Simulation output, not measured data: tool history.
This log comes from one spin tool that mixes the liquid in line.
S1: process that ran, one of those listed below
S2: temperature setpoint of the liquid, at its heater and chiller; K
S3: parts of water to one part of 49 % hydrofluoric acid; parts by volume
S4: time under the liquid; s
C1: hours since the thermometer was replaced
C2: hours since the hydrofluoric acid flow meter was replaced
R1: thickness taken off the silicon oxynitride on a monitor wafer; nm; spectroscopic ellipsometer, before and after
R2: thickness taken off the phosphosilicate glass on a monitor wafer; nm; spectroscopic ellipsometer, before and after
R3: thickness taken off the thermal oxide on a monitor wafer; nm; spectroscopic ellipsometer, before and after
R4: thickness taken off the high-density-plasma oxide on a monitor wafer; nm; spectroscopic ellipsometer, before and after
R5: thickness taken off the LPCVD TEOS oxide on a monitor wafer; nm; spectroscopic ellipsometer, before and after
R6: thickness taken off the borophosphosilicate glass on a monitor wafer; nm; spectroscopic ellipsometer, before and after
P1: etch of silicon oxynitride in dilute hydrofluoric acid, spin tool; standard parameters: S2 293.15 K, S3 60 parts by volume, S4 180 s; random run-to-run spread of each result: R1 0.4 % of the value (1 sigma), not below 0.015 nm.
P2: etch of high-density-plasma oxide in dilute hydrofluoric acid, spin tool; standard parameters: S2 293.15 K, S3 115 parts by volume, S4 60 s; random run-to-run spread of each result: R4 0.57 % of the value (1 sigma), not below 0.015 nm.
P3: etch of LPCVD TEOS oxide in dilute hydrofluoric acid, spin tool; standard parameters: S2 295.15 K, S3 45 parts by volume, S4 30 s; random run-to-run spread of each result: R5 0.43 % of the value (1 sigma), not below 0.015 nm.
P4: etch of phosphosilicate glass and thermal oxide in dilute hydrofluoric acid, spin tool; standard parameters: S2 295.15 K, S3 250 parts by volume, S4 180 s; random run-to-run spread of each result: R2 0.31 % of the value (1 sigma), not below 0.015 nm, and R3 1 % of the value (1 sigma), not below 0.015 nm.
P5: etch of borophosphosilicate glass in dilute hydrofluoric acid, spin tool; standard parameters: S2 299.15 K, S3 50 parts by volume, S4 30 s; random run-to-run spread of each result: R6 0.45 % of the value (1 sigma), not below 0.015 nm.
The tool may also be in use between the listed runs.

run 1 hour=13.1 | S1=P1 S2=293.15 S3=60 S4=180 | C1=401.7 C2=981.4 | R1=6.2127
run 2 hour=24.3 | S1=P4 S2=295.15 S3=250 S4=270 | C1=412.9 C2=992.6 | R2=60.077 R3=3.8716
run 3 hour=38.9 | S1=P2 S2=293.15 S3=115 S4=25 | C1=427.5 C2=1007.2 | R4=1.8212
run 4 hour=47.9 | S1=P3 S2=295.15 S3=45 S4=30 | C1=436.5 C2=1016.2 | R5=32.73
run 5 hour=63.9 | S1=P1 S2=290.15 S3=60 S4=180 | C1=452.5 C2=1032.2 | R1=5.3589
-- hour=75.8 hydrofluoric acid flow meter replaced
run 6 hour=80.1 | S1=P1 S2=293.15 S3=60 S4=180 | C1=468.7 C2=4.3 | R1=6.2422
run 7 hour=91.6 | S1=P3 S2=295.15 S3=45 S4=65 | C1=480.2 C2=15.8 | R5=71.442
run 8 hour=105.5 | S1=P2 S2=290.15 S3=115 S4=60 | C1=494.1 C2=29.7 | R4=3.8935
run 9 hour=117.8 | S1=P1 S2=300.15 S3=60 S4=180 | C1=506.4 C2=42 | R1=8.7253
run 10 hour=126.7 | S1=P4 S2=295.15 S3=460 S4=180 | C1=515.3 C2=50.9 | R2=18.102 R3=1.1524
run 11 hour=136.4 | S1=P5 S2=299.15 S3=50 S4=55 | C1=525 C2=60.6 | R6=77.063
run 12 hour=147.8 | S1=P1 S2=298.15 S3=60 S4=45 | C1=536.4 C2=72 | R1=1.9685
run 13 hour=164.5 | S1=P3 S2=295.15 S3=45 S4=30 | C1=553.1 C2=88.7 | R5=32.886
run 14 hour=181.4 | S1=P1 S2=293.15 S3=20 S4=180 | C1=570 C2=105.6 | R1=19.114
run 15 hour=194.9 | S1=P1 S2=293.15 S3=60 S4=305 | C1=583.5 C2=119.1 | R1=10.507
run 16 hour=203.5 | S1=P4 S2=295.15 S3=250 S4=180 | C1=592.1 C2=127.7 | R2=40.186 R3=2.5253
run 17 hour=219.5 | S1=P5 S2=299.15 S3=20 S4=30 | C1=608.1 C2=143.7 | R6=110.02
run 18 hour=228.3 | S1=P3 S2=295.15 S3=20 S4=30 | C1=616.9 C2=152.5 | R5=76.361
run 19 hour=236.7 | S1=P1 S2=293.15 S3=60 S4=180 | C1=625.3 C2=160.9 | R1=6.205
run 20 hour=248.4 | S1=P5 S2=299.15 S3=50 S4=30 | C1=637 C2=172.6 | R6=41.666
run 21 hour=265 | S1=P2 S2=293.15 S3=25 S4=60 | C1=653.6 C2=189.2 | R4=22.551
run 22 hour=274 | S1=P1 S2=293.15 S3=60 S4=55 | C1=662.6 C2=198.2 | R1=1.9286
run 23 hour=292 | S1=P5 S2=302.65 S3=50 S4=30 | C1=680.6 C2=216.2 | R6=48.144
run 24 hour=307 | S1=P1 S2=293.15 S3=110 S4=180 | C1=695.6 C2=231.2 | R1=3.2919
run 25 hour=318.1 | S1=P4 S2=300.65 S3=250 S4=180 | C1=706.7 C2=242.3 | R2=48.654 R3=3.1475
run 26 hour=328 | S1=P1 S2=293.15 S3=20 S4=275 | C1=716.6 C2=252.2 | R1=29.072
run 27 hour=337.7 | S1=P1 S2=290.15 S3=30 S4=180 | C1=726.3 C2=261.9 | R1=10.91
run 28 hour=345.8 | S1=P3 S2=300.15 S3=45 S4=30 | C1=734.4 C2=270 | R5=40.339
run 29 hour=356.7 | S1=P1 S2=293.15 S3=60 S4=180 | C1=745.3 C2=280.9 | R1=6.255

Forecast run 30:
run 30 hour=371.8 | S1=P2 S2=293.15 S3=115 S4=60 | C1=760.4 C2=296 | R4=?

Run 30 gave R4 4.4131 nm.
